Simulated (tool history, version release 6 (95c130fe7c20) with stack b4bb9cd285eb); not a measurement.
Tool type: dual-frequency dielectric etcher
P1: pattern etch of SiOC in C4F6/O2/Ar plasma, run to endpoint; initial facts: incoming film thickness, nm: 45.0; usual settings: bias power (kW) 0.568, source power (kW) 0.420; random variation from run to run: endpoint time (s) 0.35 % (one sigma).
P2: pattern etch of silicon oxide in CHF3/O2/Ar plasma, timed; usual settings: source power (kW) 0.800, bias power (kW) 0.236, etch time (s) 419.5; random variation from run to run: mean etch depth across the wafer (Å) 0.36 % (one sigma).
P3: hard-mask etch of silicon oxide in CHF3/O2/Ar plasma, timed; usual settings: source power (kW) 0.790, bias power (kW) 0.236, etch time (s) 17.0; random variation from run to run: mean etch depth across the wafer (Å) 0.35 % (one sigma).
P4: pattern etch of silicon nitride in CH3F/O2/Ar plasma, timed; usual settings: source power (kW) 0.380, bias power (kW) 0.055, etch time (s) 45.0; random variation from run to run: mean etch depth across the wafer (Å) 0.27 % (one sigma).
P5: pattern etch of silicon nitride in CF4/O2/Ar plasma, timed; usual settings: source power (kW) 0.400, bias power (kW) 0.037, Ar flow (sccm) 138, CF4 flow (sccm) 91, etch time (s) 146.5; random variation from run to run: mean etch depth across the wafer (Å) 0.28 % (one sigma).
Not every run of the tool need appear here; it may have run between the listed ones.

run,day,process that ran,bias power (kW),source power (kW),etch time (s),Ar flow (sccm),CF4 flow (sccm),endpoint time (s),mean etch depth across the wafer (Å)
1,0.296,P1,0.568,0.420,,,,14.238,
2,0.512,P1,0.568,0.580,,,,12.580,
3,0.804,P1,0.568,0.310,,,,15.931,
4,0.950,P1,0.389,0.420,,,,16.445,
5,1.079,P3,0.236,0.540,17.0,,,,355.04
6,1.233,P2,0.236,0.800,419.5,,,,10424.00
7,1.433,P3,0.288,0.790,17.0,,,,440.64
8,1.696,P4,0.055,0.470,45.0,,,,308.91
9,1.875,P5,0.037,0.400,82.5,138,91,,1144.20
10,2.058,P2,0.236,0.800,588.0,,,,14611.00
11,2.208,P3,0.236,0.790,17.0,,,,412.10
12,2.488,P5,0.026,0.400,146.5,138,91,,1786.30
13,2.708,P1,0.472,0.270,,,,17.960,
14,2.838,P4,0.075,0.380,45.0,,,,314.39
15,3.000,P1,0.693,0.420,,,,13.116,
16,3.179,P1,0.568,0.420,,,,14.194,
17,3.400,P2,0.236,0.800,419.5,,,,10425.00
18,3.579,P1,0.568,0.420,,,,14.184,
19,3.871,P1,0.568,0.420,,,,14.235,
20,4.088,P1,0.568,0.420,,,,14.157,
21,4.383,P5,0.037,0.400,146.5,138,110,,2083.90
22,4.533,P2,0.183,0.800,419.5,,,,9565.50
23,4.667,P5,0.037,0.560,146.5,138,91,,2716.80
24,4.808,P3,0.236,0.790,21.0,,,,505.78
25,5.021,P4,0.055,0.380,66.5,,,,420.06
26,5.158,P1,0.568,0.420,,,,14.212,
27,5.388,P5,0.037,0.400,146.5,138,91,,2032.20
28,5.542,P2,0.236,0.490,419.5,,,,8705.00
29,5.688,P5,0.037,0.400,146.5,187,91,,1927.60

Run 30, settings as shown, results not yet in. Your forecast:
30,5.879,P4,0.055,0.380,45.0,,,,?

{"run 30": {"mean etch depth across the wafer (Å)": 284.6}}

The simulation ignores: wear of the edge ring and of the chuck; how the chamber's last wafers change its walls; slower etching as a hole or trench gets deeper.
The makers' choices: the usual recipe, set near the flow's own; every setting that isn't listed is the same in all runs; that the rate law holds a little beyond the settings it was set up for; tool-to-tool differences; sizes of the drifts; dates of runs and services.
